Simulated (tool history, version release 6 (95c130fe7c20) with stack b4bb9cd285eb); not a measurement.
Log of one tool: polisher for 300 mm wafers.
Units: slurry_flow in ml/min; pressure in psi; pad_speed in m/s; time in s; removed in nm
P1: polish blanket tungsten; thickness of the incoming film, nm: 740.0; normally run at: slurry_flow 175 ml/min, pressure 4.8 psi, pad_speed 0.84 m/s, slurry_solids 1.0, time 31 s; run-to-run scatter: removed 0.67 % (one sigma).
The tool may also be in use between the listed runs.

| run | hour | slurry_flow | pressure | pad_speed | slurry_solids | time | wafers polished on this pad | hours since the slurry nozzle was cleaned | hours since the head pressure was calibrated | hours since the slurry blender was calibrated | hours since the slurry got fresh peroxide | removed |
|---|---|---|---|---|---|---|---|---|---|---|---|---|
| 1 | 7.7 | 175 | 4.8 | 0.84 | 1.0 | 31 | 349 | 151.1 | 476.6 | 48.7 | 60.9 | 170.97 |
| 2 | 16.8 | 175 | 4.8 | 0.84 | 0.6 | 31 | 418 | 160.2 | 485.7 | 57.8 | 70.0 | 150.91 |
| 3 | 22.5 | 265 | 4.8 | 0.84 | 1.0 | 31 | 461 | 165.9 | 491.4 | 63.5 | 75.7 | 178.65 |
| 4 | 32.4 | 175 | 3.3 | 0.84 | 1.0 | 31 | 536 | 175.8 | 501.3 | 73.4 | 85.6 | 118.28 |
| 5 | 43.9 | 120 | 4.8 | 0.84 | 1.0 | 31 | 624 | 187.3 | 512.8 | 84.9 | 97.1 | 160.29 |
| 6 | 53.0 | 175 | 7.6 | 0.84 | 1.0 | 31 | 693 | 196.4 | 521.9 | 94.0 | 106.2 | 267.71 |
| 7 | 61.7 | 175 | 4.8 | 0.84 | 1.0 | 31 | 759 | 205.1 | 530.6 | 102.7 | 114.9 | 169.26 |
| 8 | 71.6 | 175 | 4.8 | 0.84 | 1.0 | 42 | 834 | 215.0 | 540.5 | 112.6 | 124.8 | 234.08 |
| 9 | 77.3 | 175 | 4.8 | 0.84 | 1.4 | 31 | 877 | 220.7 | 546.2 | 118.3 | 130.5 | 183.54 |
| 10 | 83.6 | 175 | 4.8 | 1.32 | 1.0 | 31 | 925 | 227.0 | 552.5 | 124.6 | 136.8 | 267.83 |
| 11 | 91.5 | 175 | 4.8 | 0.84 | 1.0 | 31 | 985 | 234.9 | 560.4 | 132.5 | 144.7 | 170.54 |
| 12 | 101.0 | 175 | 4.8 | 0.84 | 1.0 | 20 | 1057 | 244.4 | 569.9 | 142.0 | 154.2 | 109.89 |
| 13 | 111.9 | 175 | 4.8 | 0.50 | 1.0 | 31 | 1140 | 255.3 | 580.8 | 152.9 | 165.1 | 101.62 |
| 14 | 119.9 | 105 | 3.3 | 0.84 | 1.0 | 31 | 1200 | 263.3 | 588.8 | 160.9 | 173.1 | 106.79 |
| 15 | 129.0 | 175 | 4.8 | 0.84 | 1.0 | 31 | 1269 | 272.4 | 597.9 | 170.0 | 182.2 | 172.10 |
| 16 | 138.0 | 175 | 4.8 | 0.84 | 1.0 | 31 | 1338 | 281.4 | 606.9 | 179.0 | 191.2 | 170.97 |
| 17 | 148.1 | 175 | 4.8 | 0.84 | 1.0 | 31 | 1414 | 291.5 | 617.0 | 189.1 | 201.3 | 168.23 |
| 18 | 157.5 | 175 | 4.8 | 0.84 | 1.0 | 31 | 1486 | 300.9 | 626.4 | 198.5 | 210.7 | 164.49 |
| 19 | 165.5 | 175 | 4.8 | 0.84 | 1.0 | 31 | 1546 | 308.9 | 634.4 | 206.5 | 218.7 | 161.43 |

Forecast run 20:
|  | 168.5 | worn pad replaced by a new one |
| 20 | 173.9 | 175 | 4.8 | 0.84 | 1.0 | 31 | 41 | 317.3 | 642.8 | 214.9 | 227.1 | ? |

removed: 160.53 nm
